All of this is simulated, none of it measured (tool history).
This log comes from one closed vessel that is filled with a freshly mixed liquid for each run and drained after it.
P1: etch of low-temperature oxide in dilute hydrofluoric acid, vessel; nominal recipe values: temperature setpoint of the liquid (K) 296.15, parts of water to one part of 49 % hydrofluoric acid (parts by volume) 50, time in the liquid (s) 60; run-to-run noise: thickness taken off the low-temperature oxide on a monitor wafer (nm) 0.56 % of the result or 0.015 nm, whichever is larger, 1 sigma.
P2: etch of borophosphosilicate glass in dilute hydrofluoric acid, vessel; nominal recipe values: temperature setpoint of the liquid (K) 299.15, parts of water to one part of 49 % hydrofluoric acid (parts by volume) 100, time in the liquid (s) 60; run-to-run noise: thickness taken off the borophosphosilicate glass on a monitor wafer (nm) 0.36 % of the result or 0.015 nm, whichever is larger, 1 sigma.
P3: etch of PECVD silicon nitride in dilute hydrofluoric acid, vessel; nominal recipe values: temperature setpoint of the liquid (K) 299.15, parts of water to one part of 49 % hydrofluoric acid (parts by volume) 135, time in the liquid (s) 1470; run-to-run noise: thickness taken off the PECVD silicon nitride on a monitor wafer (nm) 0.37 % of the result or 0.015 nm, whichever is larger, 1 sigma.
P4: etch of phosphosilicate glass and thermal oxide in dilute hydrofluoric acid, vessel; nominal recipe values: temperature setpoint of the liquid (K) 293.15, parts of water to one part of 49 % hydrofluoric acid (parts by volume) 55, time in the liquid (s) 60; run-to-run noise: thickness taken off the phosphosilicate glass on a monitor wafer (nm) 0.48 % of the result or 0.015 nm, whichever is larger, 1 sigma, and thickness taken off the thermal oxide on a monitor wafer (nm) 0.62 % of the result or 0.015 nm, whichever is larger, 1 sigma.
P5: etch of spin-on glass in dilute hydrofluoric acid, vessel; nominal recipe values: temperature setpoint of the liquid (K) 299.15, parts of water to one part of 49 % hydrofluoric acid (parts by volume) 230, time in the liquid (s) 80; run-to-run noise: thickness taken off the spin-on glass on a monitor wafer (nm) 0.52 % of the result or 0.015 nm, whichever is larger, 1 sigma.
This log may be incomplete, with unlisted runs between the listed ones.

run	hour	process that ran	temperature setpoint of the liquid (K)	parts of water to one part of 49 % hydrofluoric acid (parts by volume)	time in the liquid (s)	hours since the thermometer was replaced	hours since the hydrofluoric acid flow meter was replaced	thickness taken off the low-temperature oxide on a monitor wafer (nm)	thickness taken off the PECVD silicon nitride on a monitor wafer (nm)	thickness taken off the borophosphosilicate glass on a monitor wafer (nm)	thickness taken off the spin-on glass on a monitor wafer (nm)	thickness taken off the phosphosilicate glass on a monitor wafer (nm)	thickness taken off the thermal oxide on a monitor wafer (nm)
1	8.9	P1	296.15	50	60	1844.7	1365.2	42.530					
2	16.1	P1	296.15	25	60	1851.9	1372.4	88.280					
3	28.5	P3	299.15	135	1470	1864.3	1384.8		26.812				
4	41.6	P1	296.15	50	60	1877.4	1397.9	42.720					
5	49.9	P2	299.15	100	60	1885.7	1406.2			16.401			
6	63.0	P1	290.15	85	60	1898.8	1419.3	18.666					
7	75.4	P1	296.15	50	100	1911.2	1431.7	71.463					
8	84.6	P1	302.65	50	60	1920.4	1440.9	55.605					
9	96.5	P5	290.65	230	80	1932.3	1452.8				11.0490		
10	109.8	P5	299.15	230	30	1945.6	1466.1				5.6131		
11	122.6	P5	299.15	230	80	1958.4	1478.9				15.1200		
12	132.3	P2	307.15	100	60	1968.1	1488.6			22.310			
13	143.1	P4	293.15	55	30	1978.9	1499.4					47.698	2.2638
14	151.1	P3	299.15	135	2175	1986.9	1507.4		39.668				
15	158.7	P1	290.15	50	60	1994.5	1515.0	33.147					
16	168.0	P1	296.15	90	60	2003.8	1524.3	22.657					
17	178.3	P4	293.15	30	60	2014.1	1534.6					181.380	8.6490
18	188.2	P2	299.15	100	95	2024.0	1544.5			26.040			
19	195.7	P1	296.15	50	60	2031.5	1552.0	43.062					
20	203.1	P3	306.65	135	1470	2038.9	1559.4		42.644				
21	217.0	P1	296.15	25	30	2052.8	1573.3	43.926					
22	227.1	P1	296.15	50	30	2062.9	1583.4	21.651					
23	235.3	P3	299.15	230	1470	2071.1	1591.6		15.776				
24	244.0	P1	296.15	50	60	2079.8	1600.3	43.122					
25	251.9	P2	299.15	100	60	2087.7	1608.2			16.440			

What will run 26 give?
26	260.6	P1	300.15	50	35	2096.4	1616.9	?					

{"run 26": {"thickness taken off the low-temperature oxide on a monitor wafer (nm)": 29.675}}
